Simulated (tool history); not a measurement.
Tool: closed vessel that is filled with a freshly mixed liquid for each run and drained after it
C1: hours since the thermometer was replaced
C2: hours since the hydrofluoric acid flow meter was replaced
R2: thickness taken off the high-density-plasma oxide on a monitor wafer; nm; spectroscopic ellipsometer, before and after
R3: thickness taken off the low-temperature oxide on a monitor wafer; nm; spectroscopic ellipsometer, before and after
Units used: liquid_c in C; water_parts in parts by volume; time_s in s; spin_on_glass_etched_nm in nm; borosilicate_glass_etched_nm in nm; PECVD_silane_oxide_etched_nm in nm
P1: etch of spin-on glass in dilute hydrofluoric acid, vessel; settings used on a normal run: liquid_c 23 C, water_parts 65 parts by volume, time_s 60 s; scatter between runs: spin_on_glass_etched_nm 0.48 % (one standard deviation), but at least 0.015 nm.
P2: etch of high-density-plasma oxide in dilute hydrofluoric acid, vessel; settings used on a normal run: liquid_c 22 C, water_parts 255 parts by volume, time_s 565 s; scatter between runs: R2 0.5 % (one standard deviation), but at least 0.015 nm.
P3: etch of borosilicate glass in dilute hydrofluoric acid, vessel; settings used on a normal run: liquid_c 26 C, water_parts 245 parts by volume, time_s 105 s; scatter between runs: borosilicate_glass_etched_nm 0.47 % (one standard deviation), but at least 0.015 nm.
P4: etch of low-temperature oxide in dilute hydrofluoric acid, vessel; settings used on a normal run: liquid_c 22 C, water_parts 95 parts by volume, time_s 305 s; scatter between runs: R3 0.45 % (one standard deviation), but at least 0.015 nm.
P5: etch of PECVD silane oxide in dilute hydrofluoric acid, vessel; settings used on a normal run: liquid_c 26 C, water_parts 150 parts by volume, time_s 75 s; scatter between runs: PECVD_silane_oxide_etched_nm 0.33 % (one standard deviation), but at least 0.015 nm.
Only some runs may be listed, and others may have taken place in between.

run 1 day=0.308 | process=P1 liquid_c=23 water_parts=65 time_s=60 | C1=1447.1 C2=699.7 | spin_on_glass_etched_nm=60.049
run 2 day=0.7 | process=P1 liquid_c=23 water_parts=65 time_s=60 | C1=1456.5 C2=709.1 | spin_on_glass_etched_nm=59.756
run 3 day=1.304 | process=P2 liquid_c=29 water_parts=255 time_s=565 | C1=1471 C2=723.6 | R2=12.844
run 4 day=1.85 | process=P1 liquid_c=23 water_parts=65 time_s=60 | C1=1484.1 C2=736.7 | spin_on_glass_etched_nm=60.406
run 5 day=2.267 | process=P4 liquid_c=22 water_parts=95 time_s=30 | C1=1494.1 C2=746.7 | R3=4.8221
run 6 day=2.792 | process=P1 liquid_c=23 water_parts=65 time_s=30 | C1=1506.7 C2=759.3 | spin_on_glass_etched_nm=29.79
run 7 day=3.075 | process=P1 liquid_c=23 water_parts=100 time_s=60 | C1=1513.5 C2=766.1 | spin_on_glass_etched_nm=37.373
run 8 day=3.517 | process=P1 liquid_c=19 water_parts=45 time_s=60 | C1=1524.1 C2=776.7 | spin_on_glass_etched_nm=75.684
run 9 day=4.004 | process=P2 liquid_c=22 water_parts=255 time_s=565 | C1=1535.8 C2=788.4 | R2=10.147
run 10 day=4.479 | process=P4 liquid_c=17 water_parts=95 time_s=305 | C1=1547.2 C2=799.8 | R3=40.013
run 11 day=5.033 | process=P3 liquid_c=26 water_parts=245 time_s=105 | C1=1560.5 C2=813.1 | borosilicate_glass_etched_nm=13.798
run 12 day=5.333 | process=P5 liquid_c=26 water_parts=150 time_s=75 | C1=1567.7 C2=820.3 | PECVD_silane_oxide_etched_nm=11.579
run 13 day=5.921 | process=P5 liquid_c=26 water_parts=150 time_s=125 | C1=1581.8 C2=834.4 | PECVD_silane_oxide_etched_nm=19.189
run 14 day=6.483 | process=P1 liquid_c=23 water_parts=65 time_s=60 | C1=1595.3 C2=847.9 | spin_on_glass_etched_nm=60.219
run 15 day=6.846 | process=P2 liquid_c=22 water_parts=255 time_s=1065 | C1=1604 C2=856.6 | R2=19.219
run 16 day=7.338 | process=P5 liquid_c=18.5 water_parts=150 time_s=75 | C1=1615.8 C2=868.4 | PECVD_silane_oxide_etched_nm=8.5493
run 17 day=7.604 | process=P4 liquid_c=22 water_parts=30 time_s=305 | C1=1622.2 C2=874.8 | R3=169.39
run 18 day=8.083 | process=P1 liquid_c=23 water_parts=65 time_s=120 | C1=1633.7 C2=886.3 | spin_on_glass_etched_nm=119.84
run 19 day=8.467 | process=P3 liquid_c=21.5 water_parts=245 time_s=105 | C1=1642.9 C2=895.5 | borosilicate_glass_etched_nm=11.707
run 20 day=9.004 | process=P5 liquid_c=26 water_parts=150 time_s=75 | C1=1655.8 C2=908.4 | PECVD_silane_oxide_etched_nm=11.527
run 21 day=9.5 | process=P4 liquid_c=22 water_parts=95 time_s=305 | C1=1667.7 C2=920.3 | R3=49.117
run 22 day=9.792 | process=P1 liquid_c=17 water_parts=65 time_s=60 | C1=1674.7 C2=927.3 | spin_on_glass_etched_nm=46.561
run 23 day=10.258 | process=P1 liquid_c=23 water_parts=65 time_s=60 | C1=1685.9 C2=938.5 | spin_on_glass_etched_nm=60.492
run 24 day=10.775 | process=P1 liquid_c=23 water_parts=30 time_s=60 | C1=1698.3 C2=950.9 | spin_on_glass_etched_nm=136
run 25 day=11.071 | process=P1 liquid_c=29.5 water_parts=65 time_s=60 | C1=1705.4 C2=958 | spin_on_glass_etched_nm=78.32
run 26 day=11.604 | process=P1 liquid_c=23 water_parts=65 time_s=60 | C1=1718.2 C2=970.8 | spin_on_glass_etched_nm=59.952
run 27 day=12.046 | process=P3 liquid_c=26 water_parts=245 time_s=210 | C1=1728.8 C2=981.4 | borosilicate_glass_etched_nm=27.744
run 28 day=12.367 | process=P3 liquid_c=26 water_parts=440 time_s=105 | C1=1736.5 C2=989.1 | borosilicate_glass_etched_nm=6.3663
run 29 day=12.738 | process=P3 liquid_c=26 water_parts=245 time_s=105 | C1=1745.4 C2=998 | borosilicate_glass_etched_nm=13.686
run 30 day=13.254 | process=P2 liquid_c=22 water_parts=115 time_s=565 | C1=1757.8 C2=1010.4 | R2=26.193
run 31 day=13.825 | process=P5 liquid_c=26 water_parts=50 time_s=75 | C1=1771.5 C2=1024.1 | PECVD_silane_oxide_etched_nm=39.733
run 32 day=14.392 | process=P1 liquid_c=23 water_parts=65 time_s=60 | C1=1785.1 C2=1037.7 | spin_on_glass_etched_nm=60.098
run 33 day=14.658 | process=P1 liquid_c=23 water_parts=65 time_s=60 | C1=1791.5 C2=1044.1 | spin_on_glass_etched_nm=58.415
run 34 day=14.962 | process=P1 liquid_c=23 water_parts=65 time_s=60 | C1=1798.8 C2=1051.4 | spin_on_glass_etched_nm=58.01
run 35 day=15.367 | process=P1 liquid_c=23 water_parts=65 time_s=60 | C1=1808.5 C2=1061.1 | spin_on_glass_etched_nm=56.402
run 36 day=15.754 | process=P1 liquid_c=23 water_parts=65 time_s=60 | C1=1817.8 C2=1070.4 | spin_on_glass_etched_nm=56.186
run 37 day=16.304 | process=P1 liquid_c=23 water_parts=65 time_s=60 | C1=1831 C2=1083.6 | spin_on_glass_etched_nm=56.158
run 38 day=16.654 | process=P1 liquid_c=23 water_parts=65 time_s=60 | C1=1839.4 C2=1092 | spin_on_glass_etched_nm=55.822
run 39 day=17.188 | process=P1 liquid_c=23 water_parts=65 time_s=60 | C1=1852.2 C2=1104.8 | spin_on_glass_etched_nm=55.542
run 40 day=17.688 | process=P1 liquid_c=23 water_parts=65 time_s=60 | C1=1864.2 C2=1116.8 | spin_on_glass_etched_nm=55.279

The log shows P1 creeping away from where it was. Any of the 2 causes listed here, at the size stated for it, fits the log just as well as the others:
A: hydrofluoric acid flow below the setpoint (%) = 7.03
B: liquid colder than its thermometer reads (K) = 1.92
The creep began at about day 14.392.

Consider the 4 check runs below, whose results appear as question marks and each of which averages 2 wafers. Which one distinguishes the causes, in that each cause would give it a clearly different result?
run check 1 day=18.188 | process=P5 liquid_c=26 water_parts=55 time_s=125 | PECVD_silane_oxide_etched_nm=?
run check 2 day=18.188 | process=P4 liquid_c=17.5 water_parts=95 time_s=305 | R3=?
run check 3 day=18.188 | process=P3 liquid_c=22 water_parts=425 time_s=105 | borosilicate_glass_etched_nm=?
run check 4 day=18.188 | process=P2 liquid_c=22 water_parts=145 time_s=565 | R2=?

What each check would give under each cause:
check=check_1 result=PECVD_silane_oxide_etched_nm if_A=54.904 if_B=54.937
check=check_2 result=R3 if_A=37.752 if_B=37.709
check=check_3 result=borosilicate_glass_etched_nm if_A=5.2865 if_B=5.4742
check=check_4 result=R2 if_A=18.382 if_B=18.547
Per-check spread between the two closest causes, in the result where they differ most: check 1 0.06 %; check 2 0.11 %; check 3 3.49 %; check 4 0.9 %
Check 3 tells the causes apart: in the others they would give nearly the same result.

After running check 3, the following was obtained: borosilicate_glass_etched_nm 5.2688 nm. Which cause does this point to?

The cause is A: hydrofluoric acid flow below the setpoint (%).
